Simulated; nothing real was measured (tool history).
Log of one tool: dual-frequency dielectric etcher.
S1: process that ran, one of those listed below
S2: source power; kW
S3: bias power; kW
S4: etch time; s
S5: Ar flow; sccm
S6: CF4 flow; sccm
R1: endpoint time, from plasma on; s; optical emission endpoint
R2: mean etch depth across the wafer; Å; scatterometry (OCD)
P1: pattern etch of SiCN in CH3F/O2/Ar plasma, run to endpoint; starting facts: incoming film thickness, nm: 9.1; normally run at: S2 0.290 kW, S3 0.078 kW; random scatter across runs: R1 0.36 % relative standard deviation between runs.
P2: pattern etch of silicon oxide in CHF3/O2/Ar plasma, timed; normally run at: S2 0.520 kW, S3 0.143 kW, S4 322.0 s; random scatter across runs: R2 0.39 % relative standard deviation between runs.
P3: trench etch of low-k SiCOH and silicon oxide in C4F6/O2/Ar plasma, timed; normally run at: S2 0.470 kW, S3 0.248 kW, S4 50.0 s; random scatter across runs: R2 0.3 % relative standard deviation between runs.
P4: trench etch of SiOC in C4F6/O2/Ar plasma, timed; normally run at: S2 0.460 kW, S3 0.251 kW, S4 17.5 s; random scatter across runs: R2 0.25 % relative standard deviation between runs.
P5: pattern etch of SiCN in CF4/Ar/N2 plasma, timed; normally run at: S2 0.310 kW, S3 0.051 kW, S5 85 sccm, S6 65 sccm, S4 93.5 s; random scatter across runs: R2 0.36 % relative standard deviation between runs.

run	hour	S1	S2	S3	S4	S5	S6	R1	R2
1	17.2	P1	0.290	0.078				26.098	
2	32.4	P1	0.290	0.078				26.091	
3	47.0	P4	0.460	0.251	17.5				439.23
4	58.5	P1	0.350	0.078				24.477	
5	75.9	P1	0.190	0.078				30.481	
6	93.1	P3	0.470	0.176	50.0				1710.50
7	104.0	P4	0.460	0.308	17.5				469.08
8	119.6	P3	0.350	0.248	50.0				1703.60
9	137.3	P1	0.190	0.092				28.520	
10	154.8	P4	0.320	0.251	17.5				382.23
11	164.6	P5	0.310	0.051	136.0	85	65		766.18
12	177.8	P5	0.310	0.051	93.5	85	65		532.11
13	186.0	P3	0.470	0.248	50.0				1896.40
14	201.5	P5	0.400	0.051	93.5	85	65		663.33
15	212.0	P2	0.520	0.143	322.0				5516.20
16	221.9	P4	0.460	0.251	24.5				613.71
17	236.9	P1	0.290	0.109				22.941	
18	249.1	P5	0.310	0.033	93.5	85	65		462.56
19	257.5	P2	0.520	0.143	188.5				3246.00
20	266.9	P2	0.520	0.143	322.0				5508.80
21	283.3	P1	0.290	0.078				26.054	
22	291.2	P2	0.520	0.109	322.0				5061.70
23	304.2	P1	0.390	0.096				21.556	
24	320.4	P5	0.310	0.051	93.5	85	65		529.48
25	333.6	P1	0.290	0.078				26.127	
26	345.5	P1	0.290	0.078				25.948	
27	361.0	P1	0.290	0.063				28.046	
28	370.1	P3	0.470	0.248	50.0				1899.80
29	386.9	P5	0.310	0.051	93.5	85	79		546.20
30	401.1	P2	0.400	0.143	322.0				5014.30
31	415.2	P5	0.310	0.051	93.5	59	65		560.00
32	432.3	P3	0.470	0.248	67.5				2564.40
33	446.9	P1	0.290	0.078				26.191	
34	457.6	P1	0.290	0.078				26.094	

Run 35 has not been measured yet. What should we expect?
35	472.6	P1	0.290	0.078				?	

Run 35 gave R1 26.267 s.
